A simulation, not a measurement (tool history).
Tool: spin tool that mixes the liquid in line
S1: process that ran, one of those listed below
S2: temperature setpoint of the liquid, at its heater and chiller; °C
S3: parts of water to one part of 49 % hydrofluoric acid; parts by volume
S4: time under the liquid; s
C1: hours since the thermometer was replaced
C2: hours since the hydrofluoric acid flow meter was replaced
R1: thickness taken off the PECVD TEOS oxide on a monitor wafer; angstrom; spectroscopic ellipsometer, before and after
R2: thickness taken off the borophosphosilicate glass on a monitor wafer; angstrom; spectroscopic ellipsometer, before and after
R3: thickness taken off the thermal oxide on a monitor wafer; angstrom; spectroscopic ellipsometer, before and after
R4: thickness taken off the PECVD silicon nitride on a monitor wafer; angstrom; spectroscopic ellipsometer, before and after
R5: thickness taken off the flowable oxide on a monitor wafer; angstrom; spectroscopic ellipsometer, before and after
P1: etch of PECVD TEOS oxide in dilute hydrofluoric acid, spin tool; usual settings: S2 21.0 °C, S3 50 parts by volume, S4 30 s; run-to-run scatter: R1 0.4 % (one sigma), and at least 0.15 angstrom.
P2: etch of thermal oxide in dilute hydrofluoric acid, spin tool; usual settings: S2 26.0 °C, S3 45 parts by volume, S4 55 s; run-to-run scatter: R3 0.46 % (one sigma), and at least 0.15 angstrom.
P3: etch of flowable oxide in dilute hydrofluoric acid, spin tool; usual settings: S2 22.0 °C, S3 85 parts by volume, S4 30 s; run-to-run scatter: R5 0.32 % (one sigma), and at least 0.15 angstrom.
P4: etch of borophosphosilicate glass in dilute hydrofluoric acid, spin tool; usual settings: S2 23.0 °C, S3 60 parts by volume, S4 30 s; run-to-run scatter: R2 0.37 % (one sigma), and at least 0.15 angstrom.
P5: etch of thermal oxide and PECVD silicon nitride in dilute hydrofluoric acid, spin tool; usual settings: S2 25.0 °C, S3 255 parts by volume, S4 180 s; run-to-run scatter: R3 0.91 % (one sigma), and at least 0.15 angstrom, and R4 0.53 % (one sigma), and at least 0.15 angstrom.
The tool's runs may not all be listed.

Run 1, hour 4.7: S1 P1, S2 21.0 °C, S3 50 parts by volume, S4 30 s; C1 609.5; C2 130.3. Result: R1 131.540 angstrom.
Run 2, hour 11.5: S1 P1, S2 21.0 °C, S3 50 parts by volume, S4 15 s; C1 616.3; C2 137.1. Result: R1 65.505 angstrom.
Run 3, hour 19.1: S1 P4, S2 23.0 °C, S3 60 parts by volume, S4 60 s; C1 623.9; C2 144.7. Result: R2 386.19 angstrom.
Run 4, hour 27.4: S1 P1, S2 21.0 °C, S3 50 parts by volume, S4 30 s; C1 632.2; C2 153.0. Result: R1 130.730 angstrom.
Run 5, hour 32.6: S1 P5, S2 32.0 °C, S3 255 parts by volume, S4 180 s; C1 637.4; C2 158.2. Result: R3 37.040 angstrom, R4 64.933 angstrom.
Run 6, hour 37.8: S1 P1, S2 27.0 °C, S3 25 parts by volume, S4 30 s; C1 642.6; C2 163.4. Result: R1 348.710 angstrom.
Run 7, hour 46.0: S1 P1, S2 21.0 °C, S3 50 parts by volume, S4 30 s; C1 650.8; C2 171.6. Result: R1 130.910 angstrom.
Run 8, hour 50.2: S1 P1, S2 17.0 °C, S3 30 parts by volume, S4 30 s; C1 655.0; C2 175.8. Result: R1 188.590 angstrom.
Run 9, hour 58.3: S1 P1, S2 21.0 °C, S3 50 parts by volume, S4 30 s; C1 663.1; C2 183.9. Result: R1 130.990 angstrom.
Run 10, hour 65.6: S1 P1, S2 21.0 °C, S3 75 parts by volume, S4 30 s; C1 670.4; C2 191.2. Result: R1 84.901 angstrom.
Run 11, hour 73.0: S1 P5, S2 25.0 °C, S3 255 parts by volume, S4 180 s; C1 677.8; C2 198.6. Result: R3 29.637 angstrom, R4 42.844 angstrom.
Run 12, hour 81.3: S1 P1, S2 21.0 °C, S3 50 parts by volume, S4 30 s; C1 686.1; C2 206.9. Result: R1 131.700 angstrom.
Run 13, hour 90.0: S1 P3, S2 22.0 °C, S3 120 parts by volume, S4 30 s; C1 694.8; C2 215.6. Result: R5 91.320 angstrom.
Run 14, hour 98.8: S1 P4, S2 23.0 °C, S3 95 parts by volume, S4 30 s; C1 703.6; C2 224.4. Result: R2 117.19 angstrom.
Run 15, hour 104.6: S1 P3, S2 22.0 °C, S3 85 parts by volume, S4 30 s; C1 709.4; C2 230.2. Result: R5 135.320 angstrom.
Run 16, hour 113.3: S1 P4, S2 23.0 °C, S3 60 parts by volume, S4 30 s; C1 718.1; C2 238.9. Result: R2 194.55 angstrom.
Run 17, hour 122.6: S1 P5, S2 25.0 °C, S3 45 parts by volume, S4 180 s; C1 727.4; C2 248.2. Result: R3 217.620 angstrom, R4 238.660 angstrom.
Run 18, hour 128.0: S1 P1, S2 17.0 °C, S3 50 parts by volume, S4 30 s; C1 732.8; C2 253.6. Result: R1 110.980 angstrom.
Run 19, hour 135.5: S1 P5, S2 25.0 °C, S3 255 parts by volume, S4 180 s; C1 740.3; C2 261.1. Result: R3 29.695 angstrom, R4 42.809 angstrom.
Run 20, hour 141.7: S1 P2, S2 26.0 °C, S3 60 parts by volume, S4 55 s; C1 746.5; C2 267.3. Result: R3 49.245 angstrom.
Run 21, hour 148.9: S1 P3, S2 22.0 °C, S3 85 parts by volume, S4 30 s; C1 753.7; C2 274.5. Result: R5 134.000 angstrom.
Run 22, hour 153.1: S1 P3, S2 22.0 °C, S3 85 parts by volume, S4 15 s; C1 757.9; C2 278.7. Result: R5 67.751 angstrom.
Run 23, hour 160.7: S1 P1, S2 17.0 °C, S3 25 parts by volume, S4 30 s; C1 765.5; C2 286.3. Result: R1 227.530 angstrom.
Run 24, hour 168.7: S1 P4, S2 17.0 °C, S3 60 parts by volume, S4 30 s; C1 773.5; C2 294.3. Result: R2 150.01 angstrom.
Run 25, hour 173.7: S1 P1, S2 21.0 °C, S3 25 parts by volume, S4 30 s; C1 778.5; C2 299.3. Result: R1 271.940 angstrom.
Run 26, hour 178.7: S1 P5, S2 25.0 °C, S3 255 parts by volume, S4 70 s; C1 783.5; C2 304.3. Result: R3 11.688 angstrom, R4 16.773 angstrom.
Run 27, hour 186.1: S1 P2, S2 26.0 °C, S3 45 parts by volume, S4 55 s; C1 790.9; C2 311.7. Result: R3 67.830 angstrom.
Run 28, hour 194.2: S1 P1, S2 21.0 °C, S3 50 parts by volume, S4 30 s; C1 799.0; C2 319.8. Result: R1 131.410 angstrom.
Run 29, hour 201.0: S1 P1, S2 21.0 °C, S3 50 parts by volume, S4 30 s; C1 805.8; C2 326.6. Result: R1 131.580 angstrom.

Forecast run 30:
Run 30, hour 209.0: S1 P2, S2 29.5 °C, S3 45 parts by volume, S4 55 s; C1 813.8; C2 334.6. Result: R3 ?.

R3: 77.124 angstrom
